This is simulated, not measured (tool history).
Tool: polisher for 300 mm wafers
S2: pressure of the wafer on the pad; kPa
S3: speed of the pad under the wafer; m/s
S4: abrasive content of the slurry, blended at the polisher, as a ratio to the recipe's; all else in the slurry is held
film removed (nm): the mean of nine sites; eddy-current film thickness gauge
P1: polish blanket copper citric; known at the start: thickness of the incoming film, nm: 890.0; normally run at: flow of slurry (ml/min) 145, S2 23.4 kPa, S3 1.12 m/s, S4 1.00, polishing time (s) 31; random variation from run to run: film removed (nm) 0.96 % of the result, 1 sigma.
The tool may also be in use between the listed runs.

run 1 hour=11.1 | flow_of_slurry_(ml/min)=145 S2=23.4 S3=1.12 S4=1.00 polishing_time_(s)=31 | film_removed_(nm)=74.252
run 2 hour=26.1 | flow_of_slurry_(ml/min)=145 S2=23.4 S3=1.12 S4=0.55 polishing_time_(s)=31 | film_removed_(nm)=65.259
run 3 hour=41.8 | flow_of_slurry_(ml/min)=205 S2=23.4 S3=1.12 S4=0.70 polishing_time_(s)=31 | film_removed_(nm)=72.139
run 4 hour=51.3 | flow_of_slurry_(ml/min)=145 S2=23.4 S3=1.78 S4=1.00 polishing_time_(s)=31 | film_removed_(nm)=119.110
run 5 hour=61.7 | flow_of_slurry_(ml/min)=145 S2=23.4 S3=1.12 S4=1.00 polishing_time_(s)=31 | film_removed_(nm)=74.270
-- hour=67.1 slurry blender recalibrated
run 6 hour=73.7 | flow_of_slurry_(ml/min)=145 S2=23.4 S3=1.12 S4=1.00 polishing_time_(s)=31 | film_removed_(nm)=74.514
run 7 hour=86.5 | flow_of_slurry_(ml/min)=145 S2=23.4 S3=1.12 S4=1.00 polishing_time_(s)=31 | film_removed_(nm)=74.733
run 8 hour=93.7 | flow_of_slurry_(ml/min)=145 S2=23.4 S3=1.12 S4=1.00 polishing_time_(s)=31 | film_removed_(nm)=75.684
run 9 hour=103.0 | flow_of_slurry_(ml/min)=145 S2=23.4 S3=1.12 S4=1.00 polishing_time_(s)=31 | film_removed_(nm)=76.254
run 10 hour=116.3 | flow_of_slurry_(ml/min)=220 S2=23.4 S3=1.12 S4=1.45 polishing_time_(s)=31 | film_removed_(nm)=86.378
run 11 hour=127.6 | flow_of_slurry_(ml/min)=145 S2=23.4 S3=0.66 S4=1.00 polishing_time_(s)=31 | film_removed_(nm)=44.947
run 12 hour=141.6 | flow_of_slurry_(ml/min)=85 S2=23.4 S3=1.12 S4=1.00 polishing_time_(s)=31 | film_removed_(nm)=64.723
run 13 hour=152.2 | flow_of_slurry_(ml/min)=145 S2=11.7 S3=1.12 S4=1.00 polishing_time_(s)=31 | film_removed_(nm)=37.741
run 14 hour=167.2 | flow_of_slurry_(ml/min)=145 S2=23.4 S3=1.12 S4=1.00 polishing_time_(s)=46 | film_removed_(nm)=111.390
run 15 hour=174.7 | flow_of_slurry_(ml/min)=145 S2=23.4 S3=1.12 S4=1.40 polishing_time_(s)=31 | film_removed_(nm)=79.445
run 16 hour=185.1 | flow_of_slurry_(ml/min)=210 S2=23.4 S3=1.12 S4=1.00 polishing_time_(s)=31 | film_removed_(nm)=79.228
run 17 hour=195.0 | flow_of_slurry_(ml/min)=145 S2=35.2 S3=1.12 S4=1.00 polishing_time_(s)=31 | film_removed_(nm)=111.210

The next listed run, before its measurement:
run 18 hour=210.1 | flow_of_slurry_(ml/min)=145 S2=23.4 S3=1.12 S4=1.00 polishing_time_(s)=20 | film_removed_(nm)=?

Run 18 gave film removed (nm) 47.977.
